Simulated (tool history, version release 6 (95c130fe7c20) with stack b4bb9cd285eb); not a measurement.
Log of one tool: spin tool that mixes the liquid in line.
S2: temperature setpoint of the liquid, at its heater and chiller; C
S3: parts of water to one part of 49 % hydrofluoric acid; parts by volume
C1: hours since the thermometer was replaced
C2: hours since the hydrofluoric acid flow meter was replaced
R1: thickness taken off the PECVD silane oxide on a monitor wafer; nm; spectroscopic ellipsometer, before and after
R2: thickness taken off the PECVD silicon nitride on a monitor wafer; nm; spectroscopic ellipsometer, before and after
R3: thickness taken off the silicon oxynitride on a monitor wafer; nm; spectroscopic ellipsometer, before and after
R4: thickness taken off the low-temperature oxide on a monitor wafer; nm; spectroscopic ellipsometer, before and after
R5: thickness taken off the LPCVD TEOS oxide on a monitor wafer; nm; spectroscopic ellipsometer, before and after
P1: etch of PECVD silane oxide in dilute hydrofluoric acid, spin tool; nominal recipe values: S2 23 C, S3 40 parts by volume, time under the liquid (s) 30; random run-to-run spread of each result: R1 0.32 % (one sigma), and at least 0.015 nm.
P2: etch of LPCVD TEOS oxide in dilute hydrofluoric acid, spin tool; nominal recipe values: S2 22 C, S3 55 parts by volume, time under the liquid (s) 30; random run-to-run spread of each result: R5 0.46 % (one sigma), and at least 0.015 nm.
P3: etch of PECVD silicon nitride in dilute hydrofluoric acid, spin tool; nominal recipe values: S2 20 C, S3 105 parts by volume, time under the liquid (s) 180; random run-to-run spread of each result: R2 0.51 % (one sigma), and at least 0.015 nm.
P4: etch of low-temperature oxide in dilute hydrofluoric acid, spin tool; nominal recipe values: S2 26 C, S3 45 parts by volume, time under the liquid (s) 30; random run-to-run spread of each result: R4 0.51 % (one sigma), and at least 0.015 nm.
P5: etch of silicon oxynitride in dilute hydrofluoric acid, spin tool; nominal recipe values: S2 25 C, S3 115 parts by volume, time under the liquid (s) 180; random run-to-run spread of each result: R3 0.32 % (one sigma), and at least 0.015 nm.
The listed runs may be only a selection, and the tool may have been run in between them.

Run 1, hour 3.6: process that ran P1, S2 23 C, S3 40 parts by volume, time under the liquid (s) 30; C1 687.9; C2 888.2. Result: R1 29.792 nm.
Run 2, hour 6.7: process that ran P1, S2 23 C, S3 20 parts by volume, time under the liquid (s) 15; C1 691; C2 891.3. Result: R1 30.487 nm.
Run 3, hour 9.4: process that ran P1, S2 23 C, S3 40 parts by volume, time under the liquid (s) 30; C1 693.7; C2 894. Result: R1 29.667 nm.
Run 4, hour 12.9: process that ran P3, S2 20 C, S3 35 parts by volume, time under the liquid (s) 180; C1 697.2; C2 897.5. Result: R2 16.638 nm.
Run 5, hour 16.1: process that ran P5, S2 25 C, S3 115 parts by volume, time under the liquid (s) 180; C1 700.4; C2 900.7. Result: R3 7.7942 nm.
Run 6, hour 19.3: process that ran P4, S2 26 C, S3 45 parts by volume, time under the liquid (s) 55; C1 703.6; C2 903.9. Result: R4 24.977 nm.
Run 7, hour 22.3: process that ran P5, S2 25 C, S3 205 parts by volume, time under the liquid (s) 180; C1 706.6; C2 906.9. Result: R3 4.0617 nm.
Run 8, hour 26.2: process that ran P4, S2 26 C, S3 20 parts by volume, time under the liquid (s) 30; C1 710.5; C2 910.8. Result: R4 31.457 nm.
Run 9, hour 28.3: process that ran P1, S2 29.5 C, S3 40 parts by volume, time under the liquid (s) 15; C1 712.6; C2 912.9. Result: R1 19.348 nm.
Run 10, hour 31: process that ran P4, S2 26 C, S3 45 parts by volume, time under the liquid (s) 30; C1 715.3; C2 915.6. Result: R4 13.418 nm.
Run 11, hour 35.2: process that ran P3, S2 20 C, S3 105 parts by volume, time under the liquid (s) 180; C1 719.5; C2 919.8. Result: R2 5.6923 nm.
Run 12, hour 37.5: process that ran P5, S2 21 C, S3 115 parts by volume, time under the liquid (s) 180; C1 721.8; C2 922.1. Result: R3 6.4746 nm.
Run 13, hour 40.1: process that ran P4, S2 26 C, S3 45 parts by volume, time under the liquid (s) 30; C1 724.4; C2 924.7. Result: R4 13.538 nm.
Run 14, hour 42.4: process that ran P1, S2 23 C, S3 40 parts by volume, time under the liquid (s) 30; C1 726.7; C2 927. Result: R1 29.644 nm.
Run 15, hour 46.6: process that ran P1, S2 23 C, S3 40 parts by volume, time under the liquid (s) 30; C1 730.9; C2 931.2. Result: R1 29.709 nm.
Run 16, hour 50.9: process that ran P2, S2 22 C, S3 55 parts by volume, time under the liquid (s) 30; C1 735.2; C2 935.5. Result: R5 15.968 nm.
Run 17, hour 53.6: process that ran P1, S2 23 C, S3 40 parts by volume, time under the liquid (s) 30; C1 737.9; C2 938.2. Result: R1 29.733 nm.
Run 18, hour 57.3: process that ran P2, S2 17 C, S3 55 parts by volume, time under the liquid (s) 30; C1 741.6; C2 941.9. Result: R5 12.992 nm.
Run 19, hour 59.3: process that ran P1, S2 23 C, S3 20 parts by volume, time under the liquid (s) 30; C1 743.6; C2 943.9. Result: R1 60.803 nm.
Run 20, hour 61.9: process that ran P1, S2 28.5 C, S3 40 parts by volume, time under the liquid (s) 30; C1 746.2; C2 946.5. Result: R1 37.079 nm.
Run 21, hour 63.9: process that ran P2, S2 22 C, S3 55 parts by volume, time under the liquid (s) 55; C1 748.2; C2 948.5. Result: R5 29.345 nm.
Run 22, hour 67.7: process that ran P1, S2 23 C, S3 40 parts by volume, time under the liquid (s) 15; C1 752; C2 952.3. Result: R1 14.812 nm.
Run 23, hour 70.2: process that ran P3, S2 20 C, S3 105 parts by volume, time under the liquid (s) 60; C1 754.5; C2 954.8. Result: R2 1.9036 nm.
Run 24, hour 74.3: process that ran P4, S2 22 C, S3 45 parts by volume, time under the liquid (s) 30; C1 758.6; C2 958.9. Result: R4 11.508 nm.
Run 25, hour 77.2: process that ran P1, S2 23 C, S3 40 parts by volume, time under the liquid (s) 30; C1 761.5; C2 961.8. Result: R1 29.82 nm.

Estimate the outcome of run 26 from the log above:
Run 26, hour 80.6: process that ran P5, S2 25 C, S3 115 parts by volume, time under the liquid (s) 40; C1 764.9; C2 965.2. Result: R3 ?.

R3: 1.7296 nm
